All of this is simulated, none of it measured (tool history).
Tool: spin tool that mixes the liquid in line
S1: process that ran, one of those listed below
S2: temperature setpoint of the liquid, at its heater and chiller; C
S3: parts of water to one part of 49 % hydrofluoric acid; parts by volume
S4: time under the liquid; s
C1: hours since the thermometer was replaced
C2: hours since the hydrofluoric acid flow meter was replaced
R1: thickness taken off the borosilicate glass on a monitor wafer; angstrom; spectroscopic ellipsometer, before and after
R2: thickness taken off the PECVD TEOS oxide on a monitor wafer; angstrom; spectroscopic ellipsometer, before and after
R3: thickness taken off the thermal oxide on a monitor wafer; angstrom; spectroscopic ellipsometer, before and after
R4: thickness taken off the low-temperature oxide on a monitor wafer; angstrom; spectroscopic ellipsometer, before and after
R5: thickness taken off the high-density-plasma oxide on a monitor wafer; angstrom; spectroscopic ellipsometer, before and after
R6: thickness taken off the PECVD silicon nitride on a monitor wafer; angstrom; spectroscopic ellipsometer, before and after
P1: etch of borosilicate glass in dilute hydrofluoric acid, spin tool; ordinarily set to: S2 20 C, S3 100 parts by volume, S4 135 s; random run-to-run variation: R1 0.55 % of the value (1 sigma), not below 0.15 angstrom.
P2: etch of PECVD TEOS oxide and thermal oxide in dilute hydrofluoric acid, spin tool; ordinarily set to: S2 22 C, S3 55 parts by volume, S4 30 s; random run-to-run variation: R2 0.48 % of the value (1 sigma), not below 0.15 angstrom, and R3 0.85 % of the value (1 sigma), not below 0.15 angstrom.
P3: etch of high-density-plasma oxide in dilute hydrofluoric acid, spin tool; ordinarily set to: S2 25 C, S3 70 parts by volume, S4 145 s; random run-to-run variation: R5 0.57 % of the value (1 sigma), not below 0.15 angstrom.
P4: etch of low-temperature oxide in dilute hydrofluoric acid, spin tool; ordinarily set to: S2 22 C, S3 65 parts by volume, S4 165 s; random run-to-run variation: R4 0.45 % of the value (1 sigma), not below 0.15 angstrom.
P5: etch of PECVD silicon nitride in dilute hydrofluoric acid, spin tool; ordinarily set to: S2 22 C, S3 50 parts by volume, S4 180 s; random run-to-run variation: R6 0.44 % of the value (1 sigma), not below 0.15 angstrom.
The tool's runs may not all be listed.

run 1 hour=8.1 | S1=P1 S2=20 S3=100 S4=135 | C1=172.4 C2=1173.1 | R1=542.64
run 2 hour=17.5 | S1=P2 S2=22 S3=55 S4=30 | C1=181.8 C2=1182.5 | R2=100.02 R3=23.104
run 3 hour=32.7 | S1=P1 S2=20 S3=100 S4=135 | C1=197 C2=1197.7 | R1=541.71
run 4 hour=45.2 | S1=P1 S2=17 S3=100 S4=135 | C1=209.5 C2=1210.2 | R1=475.13
run 5 hour=57 | S1=P4 S2=26 S3=65 S4=165 | C1=221.3 C2=1222 | R4=375.42
run 6 hour=67.6 | S1=P1 S2=24 S3=100 S4=15 | C1=231.9 C2=1232.6 | R1=70.952
run 7 hour=81.4 | S1=P3 S2=32.5 S3=70 S4=145 | C1=245.7 C2=1246.4 | R5=199.47
run 8 hour=97.8 | S1=P1 S2=20 S3=100 S4=135 | C1=262.1 C2=1262.8 | R1=542.04
run 9 hour=109.1 | S1=P1 S2=20 S3=100 S4=230 | C1=273.4 C2=1274.1 | R1=919.08
run 10 hour=124 | S1=P2 S2=22 S3=20 S4=30 | C1=288.3 C2=1289 | R2=287.79 R3=67.786
run 11 hour=134.7 | S1=P2 S2=28.5 S3=55 S4=30 | C1=299 C2=1299.7 | R2=129.51 R3=30.998
run 12 hour=149.9 | S1=P3 S2=25 S3=70 S4=35 | C1=314.2 C2=1314.9 | R5=35.531
run 13 hour=158.2 | S1=P4 S2=22 S3=65 S4=165 | C1=322.5 C2=1323.2 | R4=317.66
run 14 hour=168.1 | S1=P5 S2=22 S3=50 S4=275 | C1=332.4 C2=1333.1 | R6=261.63
run 15 hour=182.8 | S1=P5 S2=22 S3=50 S4=180 | C1=347.1 C2=1347.8 | R6=171.9
run 16 hour=190.1 | S1=P3 S2=25 S3=30 S4=145 | C1=354.4 C2=1355.1 | R5=369.92
run 17 hour=203.7 | S1=P1 S2=20 S3=150 S4=135 | C1=368 C2=1368.7 | R1=343.75
run 18 hour=211.1 | S1=P1 S2=20 S3=100 S4=135 | C1=375.4 C2=1376.1 | R1=542.01
run 19 hour=225.3 | S1=P3 S2=25 S3=70 S4=145 | C1=389.6 C2=1390.3 | R5=149.18
run 20 hour=236.5 | S1=P3 S2=25 S3=70 S4=145 | C1=400.8 C2=1401.5 | R5=149.6
run 21 hour=247.4 | S1=P1 S2=20 S3=100 S4=135 | C1=411.7 C2=1412.4 | R1=538.19
run 22 hour=263.5 | S1=P5 S2=17 S3=50 S4=180 | C1=427.8 C2=1428.5 | R6=120.84
run 23 hour=276.3 | S1=P5 S2=22 S3=90 S4=180 | C1=440.6 C2=1441.3 | R6=96.392

Predict the results of run 24:
run 24 hour=291.6 | S1=P1 S2=20 S3=100 S4=15 | C1=455.9 C2=1456.6 | R1=?

R1: 60.345 angstrom
